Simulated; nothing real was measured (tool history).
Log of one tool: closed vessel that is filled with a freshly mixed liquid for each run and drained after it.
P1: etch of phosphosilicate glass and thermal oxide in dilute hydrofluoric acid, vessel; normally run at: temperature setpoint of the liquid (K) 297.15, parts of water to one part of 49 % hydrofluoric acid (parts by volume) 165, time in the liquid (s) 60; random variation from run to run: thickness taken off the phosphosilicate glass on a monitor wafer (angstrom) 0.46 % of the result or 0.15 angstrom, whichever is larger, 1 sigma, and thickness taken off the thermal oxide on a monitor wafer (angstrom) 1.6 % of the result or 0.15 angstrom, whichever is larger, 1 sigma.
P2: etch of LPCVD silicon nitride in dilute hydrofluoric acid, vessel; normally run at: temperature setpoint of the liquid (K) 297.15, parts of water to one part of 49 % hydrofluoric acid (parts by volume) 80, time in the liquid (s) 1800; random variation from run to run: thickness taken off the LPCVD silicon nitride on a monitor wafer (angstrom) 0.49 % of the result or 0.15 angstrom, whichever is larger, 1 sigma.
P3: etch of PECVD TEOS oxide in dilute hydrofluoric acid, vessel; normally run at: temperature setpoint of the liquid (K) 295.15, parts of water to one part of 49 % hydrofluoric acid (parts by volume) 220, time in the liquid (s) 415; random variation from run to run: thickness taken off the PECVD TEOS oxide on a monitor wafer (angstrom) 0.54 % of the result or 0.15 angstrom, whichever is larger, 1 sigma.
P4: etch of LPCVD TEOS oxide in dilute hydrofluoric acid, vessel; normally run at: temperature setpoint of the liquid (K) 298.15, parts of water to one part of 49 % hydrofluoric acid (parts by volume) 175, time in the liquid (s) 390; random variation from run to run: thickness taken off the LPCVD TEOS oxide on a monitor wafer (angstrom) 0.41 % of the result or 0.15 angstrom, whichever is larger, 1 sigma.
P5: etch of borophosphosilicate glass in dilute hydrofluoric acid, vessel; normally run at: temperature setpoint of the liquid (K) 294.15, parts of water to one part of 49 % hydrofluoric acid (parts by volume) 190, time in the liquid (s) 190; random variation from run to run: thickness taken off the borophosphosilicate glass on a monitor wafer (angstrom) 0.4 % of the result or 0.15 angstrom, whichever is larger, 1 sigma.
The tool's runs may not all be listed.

run	hour	process that ran	temperature setpoint of the liquid (K)	parts of water to one part of 49 % hydrofluoric acid (parts by volume)	time in the liquid (s)	thickness taken off the phosphosilicate glass on a monitor wafer (angstrom)	thickness taken off the thermal oxide on a monitor wafer (angstrom)	thickness taken off the LPCVD TEOS oxide on a monitor wafer (angstrom)	thickness taken off the PECVD TEOS oxide on a monitor wafer (angstrom)	thickness taken off the LPCVD silicon nitride on a monitor wafer (angstrom)	thickness taken off the borophosphosilicate glass on a monitor wafer (angstrom)
1	4.7	P1	297.15	165	60	377.56	16.84				
2	11.9	P1	297.15	275	85	285.66	12.966				
3	19.8	P4	292.65	175	390			294.36			
4	29.3	P3	295.15	220	415				247.15		
5	38.4	P3	300.15	220	415				294.33		
6	44.5	P2	297.15	140	1800					61.357	
7	51.5	P1	297.15	165	60	378.48	16.81				
8	58	P1	305.65	165	60	513.22	22.958				
9	68.1	P4	298.15	175	390			359.65			
10	74.8	P1	292.15	165	105	544.7	23.926				
11	83.8	P4	298.15	175	750			692.15			
12	91	P2	297.15	80	1800					106.53	
13	101.1	P3	295.15	310	415				160.45		
14	109.8	P1	297.15	265	60	210.34	9.1917				
15	119.2	P4	298.15	175	390			361.3			
16	124.9	P5	294.15	190	190						264.05
17	129.7	P5	290.15	190	190						225.87
18	137.6	P1	297.15	165	60	375.3	16.746				
19	147.1	P2	291.15	80	1800					69.906	
20	157.9	P2	297.15	80	615					36.153	
21	167.2	P1	297.15	165	30	187.64	8.7274				
22	173.5	P1	292.65	165	60	318.58	14.182				
23	183.9	P1	297.15	165	60	377.7	16.286				
24	189.5	P1	297.15	90	60	758.19	33.09				
25	195.8	P5	294.15	330	190						134.16
26	200.8	P4	298.15	265	390			216.69			
27	208.6	P5	294.15	190	355						489.97
28	217	P1	297.15	165	100	627.4	27.312				
29	225.1	P3	295.15	220	30				17.953		
30	231.2	P1	297.15	165	60	378.23	16.541				
31	235.9	P1	297.15	165	60	376.3	16.784				
32	241.4	P1	297.15	165	60	384.48	16.86				
33	250.7	P1	297.15	165	60	400.57	17.642				
34	259.7	P1	297.15	165	60	402.49	17.526				
35	268.2	P1	297.15	165	60	405.86	17.292				
36	277	P1	297.15	165	60	407.34	17.889				
37	287.7	P1	297.15	165	60	411.68	17.817				
38	292.5	P1	297.15	165	60	408.59	17.707				
39	303	P1	297.15	165	60	408.22	17.98				

What P1 gives has crept away from where it was. These 2 causes fit the log equally well, each at the size given:
A: hydrofluoric acid flow above the setpoint (%) = 7.08
B: liquid hotter than its thermometer reads (K) = 2.16
The creep began at about hour 235.9.

4 check runs are offered, one wafer each, their results left as question marks. Which one tells the causes apart?
check 1	313.5	P3	295.15	295	30				?		
check 2	313.5	P4	293.15	175	655			?			
check 3	313.5	P5	294.15	280	190						?
check 4	313.5	P2	297.15	105	1800					?	

What each check would give under each cause:
check	result	if A	if B
check 1	thickness taken off the PECVD TEOS oxide on a monitor wafer (angstrom)	13.518	13.373
check 2	thickness taken off the LPCVD TEOS oxide on a monitor wafer (angstrom)	543.13	545.06
check 3	thickness taken off the borophosphosilicate glass on a monitor wafer (angstrom)	178.96	177.53
check 4	thickness taken off the LPCVD silicon nitride on a monitor wafer (angstrom)	87.126	93.75
How far apart the two closest causes lie, in the result that separates them most: check 1 1.07 %; check 2 0.35 %; check 3 0.8 %; check 4 7.33 %
Check 4 tells the causes apart: in the others they would give nearly the same result.

Then check 4 was run and gave: thickness taken off the LPCVD silicon nitride on a monitor wafer (angstrom) 94.112. Which cause is it?

It is B: liquid hotter than its thermometer reads (K).
